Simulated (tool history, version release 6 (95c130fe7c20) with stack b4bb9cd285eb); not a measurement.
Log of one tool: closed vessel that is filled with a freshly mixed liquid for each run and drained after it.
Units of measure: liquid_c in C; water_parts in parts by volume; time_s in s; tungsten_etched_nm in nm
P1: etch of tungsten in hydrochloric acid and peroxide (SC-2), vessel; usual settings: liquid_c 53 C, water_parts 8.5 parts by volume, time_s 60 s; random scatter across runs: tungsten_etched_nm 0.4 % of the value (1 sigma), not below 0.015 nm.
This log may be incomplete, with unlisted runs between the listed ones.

run,hour,liquid_c,water_parts,time_s,tungsten_etched_nm
1,9.1,53,8.5,60,21.79
2,14.3,53,8.5,60,21.709
3,20.8,53,14.5,30,6.909
4,30.2,64.5,8.5,60,44.609
5,36.6,53,8.5,115,41.236
6,43.1,62,8.5,110,70.114
7,52.6,53,8.5,60,21.745
8,63.3,53,8.5,60,21.819
9,73.7,53,4,60,37.779
10,83.2,53,14.5,60,13.739
11,91.9,41,8.5,60,9.5773
12,98.1,53,8.5,60,21.638
13,108.4,53,8.5,30,10.844
14,116,53,8.5,60,21.717
15,121.8,53,8.5,60,22.234
16,129.3,53,8.5,60,23.163
17,139.9,53,8.5,60,23.309
18,146.9,53,8.5,60,23.568
19,151.9,53,8.5,60,23.696

Forecast run 20:
20,161,53,8.5,60,?

{"run 20": {"tungsten_etched_nm": 23.589}}

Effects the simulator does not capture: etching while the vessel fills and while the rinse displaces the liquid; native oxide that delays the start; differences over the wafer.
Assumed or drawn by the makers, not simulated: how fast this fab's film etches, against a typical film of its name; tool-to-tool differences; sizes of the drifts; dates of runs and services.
